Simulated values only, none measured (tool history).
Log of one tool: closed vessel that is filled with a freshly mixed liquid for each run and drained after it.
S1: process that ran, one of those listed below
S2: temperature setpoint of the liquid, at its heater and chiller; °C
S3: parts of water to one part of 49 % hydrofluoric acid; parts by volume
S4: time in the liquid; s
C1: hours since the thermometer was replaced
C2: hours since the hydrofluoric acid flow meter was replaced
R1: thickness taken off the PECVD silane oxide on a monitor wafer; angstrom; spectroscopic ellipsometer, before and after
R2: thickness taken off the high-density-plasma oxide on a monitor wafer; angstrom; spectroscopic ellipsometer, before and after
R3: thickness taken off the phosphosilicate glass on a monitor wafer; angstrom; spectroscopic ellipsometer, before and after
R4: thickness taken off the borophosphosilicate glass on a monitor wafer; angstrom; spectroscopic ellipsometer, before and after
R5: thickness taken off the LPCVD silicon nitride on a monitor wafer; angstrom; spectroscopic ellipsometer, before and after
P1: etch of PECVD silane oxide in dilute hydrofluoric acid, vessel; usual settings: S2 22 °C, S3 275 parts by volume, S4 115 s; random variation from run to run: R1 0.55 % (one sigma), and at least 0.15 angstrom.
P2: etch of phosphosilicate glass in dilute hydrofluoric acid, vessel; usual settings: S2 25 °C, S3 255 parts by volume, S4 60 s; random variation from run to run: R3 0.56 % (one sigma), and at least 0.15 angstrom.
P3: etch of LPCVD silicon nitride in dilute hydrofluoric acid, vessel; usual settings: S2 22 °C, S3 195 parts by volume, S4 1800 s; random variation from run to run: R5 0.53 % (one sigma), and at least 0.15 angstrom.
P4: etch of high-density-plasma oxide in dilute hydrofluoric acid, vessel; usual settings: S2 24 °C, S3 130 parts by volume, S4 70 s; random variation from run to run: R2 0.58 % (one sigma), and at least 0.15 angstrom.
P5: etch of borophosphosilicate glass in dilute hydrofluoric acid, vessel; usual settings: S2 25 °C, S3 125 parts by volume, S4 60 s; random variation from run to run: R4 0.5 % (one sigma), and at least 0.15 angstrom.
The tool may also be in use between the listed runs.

run	day	S1	S2	S3	S4	C1	C2	R1	R2	R3	R4	R5
1	0.517	P1	22	275	115	1851.8	1069.7	47.541				
2	0.929	P4	24	130	70	1861.7	1079.6		60.596			
3	1.483	P4	24	130	70	1875	1092.9		60.716			
4	1.829	P4	24	40	70	1883.3	1101.2		220.98			
5	2.304	P1	17	275	115	1894.7	1112.6	39.989				
6	2.679	P1	22	275	30	1903.7	1121.6	12.693				
7	3.312	P1	22	275	195	1918.9	1136.8	81.635				
8	3.871	P1	22	275	115	1932.3	1150.2	48.297				
9	4.458	P2	19	255	60	1946.4	1164.3			123.85		
10	4.929	P2	25	150	60	1957.7	1175.6			293.17		
11	5.458	P5	30.5	125	60	1970.4	1188.3				350.81	
12	6.046	P1	26	275	115	1984.5	1202.4	54.927				
13	6.354	P1	22	85	65	1991.9	1209.8	107.46				
14	6.725	P1	22	165	165	2000.8	1218.7	128.32				
15	7.175	P5	25	125	60	2011.6	1229.5				278.83	
16	7.55	P1	22	275	115	2020.6	1238.5	47.863				
17	7.896	P3	17	195	1800	2028.9	1246.8					29.287
18	8.546	P5	25	80	60	2044.5	1262.4				468.18	
19	8.888	P2	25	255	110	2052.7	1270.6			281.09		
20	9.308	P1	22	275	115	2062.8	1280.7	48.285				
21	9.838	P4	20	130	70	2075.5	1293.4		51.352			
22	10.175	P1	22	430	115	2083.6	1301.5	26.803				
23	10.517	P2	25	255	60	2091.8	1309.7			153.11		
24	10.938	P5	25	125	90	2101.9	1319.8				427.85	
25	11.338	P1	26	275	35	2111.5	1329.4	17.148				
26	11.642	P3	22	195	1800	2118.8	1336.7					40.872
27	12.129	P1	22	65	115	2130.5	1348.4	252.37				
28	12.483	P1	22	275	115	2139	1356.9	48.095				
29	13.033	P4	24	130	30	2152.2	1370.1		26.132			
30	13.662	P1	22	275	115	2167.3	1385.2	48.302				
31	13.946	P3	22	195	400	2174.1	1392					8.7614
32	14.479	P3	22	110	1800	2186.9	1404.8					70.223
33	14.988	P2	25	255	60	2199.1	1417			153.18		
34	15.512	P1	22	275	115	2211.7	1429.6	48.519				
35	15.854	P1	22	275	115	2219.9	1437.8	48.839				
36	16.479	P1	22	275	115	2234.9	1452.8	49.903				
37	17.017	P1	22	275	115	2247.8	1465.7	50.771				
38	17.408	P1	22	275	115	2257.2	1475.1	50.221				
39	18.012	P1	22	275	115	2271.7	1489.6	50.597				
40	18.346	P1	22	275	115	2279.7	1497.6	50.842				

What P1 gives has crept away from where it was. These 2 causes fit the log equally well, each at the size given:
A: hydrofluoric acid flow above the setpoint (%) = 4.26
B: liquid hotter than its thermometer reads (K) = 1.47
The creep began at about day 15.512.

4 check runs are offered, one wafer each, their results left as question marks. Which one tells the causes apart?
check 1	18.679	P3	22	195	1800							?
check 2	18.679	P4	24	130	70				?			
check 3	18.679	P2	25	255	60					?		
check 4	18.679	P5	25	125	60						?	

What each check would give under each cause:
check	result	if A	if B
check 1	R5	42.113	44.419
check 2	R2	63.577	64.127
check 3	R3	161.79	161.59
check 4	R4	296.68	299.15
How far apart the two closest causes lie, in the result that separates them most: check 1 5.33 %; check 2 0.86 %; check 3 0.12 %; check 4 0.83 %
Only check 1 tells the causes apart: in the others they would give nearly the same result.

Then check 1 was run and gave: R5 42.237 angstrom. Which cause is it?

It is A: hydrofluoric acid flow above the setpoint (%).
